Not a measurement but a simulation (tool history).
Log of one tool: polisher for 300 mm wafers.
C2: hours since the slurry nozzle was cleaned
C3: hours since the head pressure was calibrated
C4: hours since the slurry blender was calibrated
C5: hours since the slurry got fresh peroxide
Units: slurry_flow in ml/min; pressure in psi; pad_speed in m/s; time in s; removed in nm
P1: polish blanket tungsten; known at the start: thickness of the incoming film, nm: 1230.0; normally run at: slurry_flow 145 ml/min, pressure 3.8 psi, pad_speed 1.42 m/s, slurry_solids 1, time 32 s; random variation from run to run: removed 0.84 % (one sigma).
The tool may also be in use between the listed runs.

{"run": 1, "day": 0.233, "slurry_flow": 145, "pressure": 3.8, "pad_speed": 1.42, "slurry_solids": 1, "time": 32, "wafers polished on this pad": 320, "C2": 78, "C3": 102.6, "C4": 53.6, "C5": 71.2, "removed": 219.02}
{"run": 2, "day": 0.433, "slurry_flow": 145, "pressure": 3.8, "pad_speed": 1.42, "slurry_solids": 1.3, "time": 32, "wafers polished on this pad": 367, "C2": 82.8, "C3": 107.4, "C4": 58.4, "C5": 76, "removed": 233.09}
{"run": 3, "day": 0.625, "slurry_flow": 145, "pressure": 3.8, "pad_speed": 1.42, "slurry_solids": 1, "time": 16, "wafers polished on this pad": 412, "C2": 87.4, "C3": 112, "C4": 63, "C5": 80.6, "removed": 108.86}
{"run": 4, "day": 0.838, "slurry_flow": 145, "pressure": 1.7, "pad_speed": 1.42, "slurry_solids": 1, "time": 32, "wafers polished on this pad": 463, "C2": 92.5, "C3": 117.1, "C4": 68.1, "C5": 85.7, "removed": 98.843}
{"run": 5, "day": 1.083, "slurry_flow": 145, "pressure": 3.8, "pad_speed": 1.42, "slurry_solids": 1, "time": 32, "wafers polished on this pad": 521, "C2": 98.4, "C3": 123, "C4": 74, "C5": 91.6, "removed": 219.06}
{"run": 6, "day": 1.238, "slurry_flow": 145, "pressure": 3.8, "pad_speed": 1.42, "slurry_solids": 1, "time": 32, "wafers polished on this pad": 557, "C2": 102.1, "C3": 126.7, "C4": 77.7, "C5": 95.3, "removed": 220.35}
{"run": 7, "day": 1.454, "slurry_flow": 215, "pressure": 3.8, "pad_speed": 1.42, "slurry_solids": 1, "time": 32, "wafers polished on this pad": 608, "C2": 107.3, "C3": 131.9, "C4": 82.9, "C5": 100.5, "removed": 229.78}
{"run": 8, "day": 1.575, "slurry_flow": 90, "pressure": 3.8, "pad_speed": 1.42, "slurry_solids": 1, "time": 32, "wafers polished on this pad": 637, "C2": 110.2, "C3": 134.8, "C4": 85.8, "C5": 103.4, "removed": 198.12}
{"run": 9, "day": 1.688, "slurry_flow": 145, "pressure": 5.7, "pad_speed": 1.42, "slurry_solids": 1, "time": 32, "wafers polished on this pad": 663, "C2": 112.9, "C3": 137.5, "C4": 88.5, "C5": 106.1, "removed": 327.5}
{"run": 10, "day": 1.904, "slurry_flow": 145, "pressure": 2.6, "pad_speed": 1.42, "slurry_solids": 0.8, "time": 32, "wafers polished on this pad": 714, "C2": 118.1, "C3": 142.7, "C4": 93.7, "C5": 111.3, "removed": 139.48}
{"run": 11, "day": 2.021, "slurry_flow": 145, "pressure": 3.8, "pad_speed": 1.42, "slurry_solids": 0.55, "time": 32, "wafers polished on this pad": 742, "C2": 120.9, "C3": 145.5, "C4": 96.5, "C5": 114.1, "removed": 188.93}
{"run": 12, "day": 2.179, "slurry_flow": 145, "pressure": 3.8, "pad_speed": 0.72, "slurry_solids": 1, "time": 32, "wafers polished on this pad": 779, "C2": 124.7, "C3": 149.3, "C4": 100.3, "C5": 117.9, "removed": 112.83}
{"day": 2.329, "done": "slurry tank refilled with fresh slurry and peroxide"}
{"run": 13, "day": 2.375, "slurry_flow": 145, "pressure": 3.8, "pad_speed": 1.42, "slurry_solids": 1, "time": 32, "wafers polished on this pad": 826, "C2": 129.4, "C3": 154, "C4": 105, "C5": 1.2, "removed": 218.87}
{"run": 14, "day": 2.504, "slurry_flow": 145, "pressure": 5.1, "pad_speed": 1.42, "slurry_solids": 1, "time": 44, "wafers polished on this pad": 856, "C2": 132.5, "C3": 157.1, "C4": 108.1, "C5": 4.3, "removed": 398}

The next listed run, before its measurement:
{"run": 15, "day": 2.658, "slurry_flow": 145, "pressure": 3.8, "pad_speed": 1.42, "slurry_solids": 1, "time": 50, "wafers polished on this pad": 892, "C2": 136.2, "C3": 160.8, "C4": 111.8, "C5": 8, "removed": "?"}

removed: 341.95 nm

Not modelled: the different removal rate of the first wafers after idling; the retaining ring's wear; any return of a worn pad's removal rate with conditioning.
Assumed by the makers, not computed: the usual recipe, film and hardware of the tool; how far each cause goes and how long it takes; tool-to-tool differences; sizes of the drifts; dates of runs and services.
